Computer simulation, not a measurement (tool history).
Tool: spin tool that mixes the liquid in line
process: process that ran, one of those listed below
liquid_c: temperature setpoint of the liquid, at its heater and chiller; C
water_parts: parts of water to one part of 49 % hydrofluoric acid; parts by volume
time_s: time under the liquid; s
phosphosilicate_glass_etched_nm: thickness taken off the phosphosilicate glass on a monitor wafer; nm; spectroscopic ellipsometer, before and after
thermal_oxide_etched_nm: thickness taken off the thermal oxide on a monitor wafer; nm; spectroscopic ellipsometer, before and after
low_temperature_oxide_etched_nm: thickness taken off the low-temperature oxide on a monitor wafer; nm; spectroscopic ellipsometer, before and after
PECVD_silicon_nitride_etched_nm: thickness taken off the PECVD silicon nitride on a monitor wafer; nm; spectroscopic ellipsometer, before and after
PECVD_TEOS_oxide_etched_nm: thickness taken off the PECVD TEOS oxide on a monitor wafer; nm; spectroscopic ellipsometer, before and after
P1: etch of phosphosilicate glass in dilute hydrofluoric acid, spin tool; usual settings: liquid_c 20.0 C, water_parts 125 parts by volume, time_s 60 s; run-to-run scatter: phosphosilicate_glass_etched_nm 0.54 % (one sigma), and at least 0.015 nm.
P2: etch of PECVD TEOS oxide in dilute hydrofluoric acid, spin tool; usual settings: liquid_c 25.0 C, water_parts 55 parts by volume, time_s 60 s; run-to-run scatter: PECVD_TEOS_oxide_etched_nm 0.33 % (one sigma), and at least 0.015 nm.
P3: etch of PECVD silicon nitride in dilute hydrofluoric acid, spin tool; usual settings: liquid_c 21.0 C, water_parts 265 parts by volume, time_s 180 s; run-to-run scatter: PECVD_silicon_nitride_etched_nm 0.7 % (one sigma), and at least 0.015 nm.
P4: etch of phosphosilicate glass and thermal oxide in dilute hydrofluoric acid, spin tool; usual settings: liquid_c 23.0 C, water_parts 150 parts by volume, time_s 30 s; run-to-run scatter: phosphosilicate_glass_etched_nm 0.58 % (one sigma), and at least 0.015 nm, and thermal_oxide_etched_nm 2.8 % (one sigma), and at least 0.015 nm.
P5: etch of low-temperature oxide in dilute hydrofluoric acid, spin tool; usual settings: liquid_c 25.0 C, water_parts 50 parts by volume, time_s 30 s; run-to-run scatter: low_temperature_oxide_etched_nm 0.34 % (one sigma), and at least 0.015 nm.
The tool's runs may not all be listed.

| run | hour | process | liquid_c | water_parts | time_s | hours since the thermometer was replaced | hours since the hydrofluoric acid flow meter was replaced | phosphosilicate_glass_etched_nm | thermal_oxide_etched_nm | low_temperature_oxide_etched_nm | PECVD_silicon_nitride_etched_nm | PECVD_TEOS_oxide_etched_nm |
|---|---|---|---|---|---|---|---|---|---|---|---|---|
| 1 | 10.4 | P1 | 20.0 | 125 | 60 | 649.0 | 1357.6 | 24.8920 |  |  |  |  |
| 2 | 19.5 | P4 | 23.0 | 255 | 30 | 658.1 | 1366.7 | 14.7150 | 0.47389 |  |  |  |
| 3 | 28.9 | P5 | 25.0 | 30 | 30 | 667.5 | 1376.1 |  |  | 33.672 |  |  |
| 4 | 35.0 | P3 | 21.0 | 265 | 180 | 673.6 | 1382.2 |  |  |  | 3.3141 |  |
| 5 | 43.1 | P2 | 25.0 | 55 | 20 | 681.7 | 1390.3 |  |  |  |  | 6.0274 |
| 6 | 50.6 | P1 | 20.0 | 125 | 60 | 689.2 | 1397.8 | 24.7880 |  |  |  |  |
| 7 | 56.7 | P1 | 20.0 | 125 | 60 | 695.3 | 1403.9 | 24.9750 |  |  |  |  |
| 8 | 62.5 | P3 | 21.0 | 265 | 180 | 701.1 | 1409.7 |  |  |  | 3.3405 |  |
| 9 | 67.4 | P1 | 20.0 | 125 | 60 | 706.0 | 1414.6 | 24.6710 |  |  |  |  |
| 10 | 78.4 | P1 | 20.0 | 125 | 60 | 717.0 | 1425.6 | 24.9950 |  |  |  |  |
| 11 | 89.2 | P1 | 17.0 | 125 | 100 | 727.8 | 1436.4 | 36.5880 |  |  |  |  |
| 12 | 96.0 | P4 | 23.0 | 150 | 30 | 734.6 | 1443.2 | 27.8350 | 0.86758 |  |  |  |
| 13 | 104.9 | P4 | 23.0 | 150 | 15 | 743.5 | 1452.1 | 13.9980 | 0.45525 |  |  |  |
| 14 | 112.8 | P5 | 25.0 | 50 | 50 | 751.4 | 1460.0 |  |  | 32.896 |  |  |
| 15 | 118.8 | P1 | 25.5 | 125 | 15 | 757.4 | 1466.0 | 7.7659 |  |  |  |  |
| 16 | 128.0 | P4 | 30.0 | 150 | 30 | 766.6 | 1475.2 | 36.2980 | 1.09140 |  |  |  |
| 17 | 133.6 | P5 | 21.0 | 50 | 30 | 772.2 | 1480.8 |  |  | 16.662 |  |  |
| 18 | 138.7 | P1 | 20.0 | 125 | 60 | 777.3 | 1485.9 | 24.7720 |  |  |  |  |
| 19 | 147.3 | P3 | 21.0 | 265 | 270 | 785.9 | 1494.5 |  |  |  | 5.0201 |  |
| 20 | 158.3 | P3 | 21.0 | 170 | 180 | 796.9 | 1505.5 |  |  |  | 5.0978 |  |

Run 21 comes next. What will it give?
| 21 | 166.9 | P2 | 31.0 | 55 | 60 | 805.5 | 1514.1 |  |  |  |  | ? |

{"run 21": {"PECVD_TEOS_oxide_etched_nm": 22.971}}
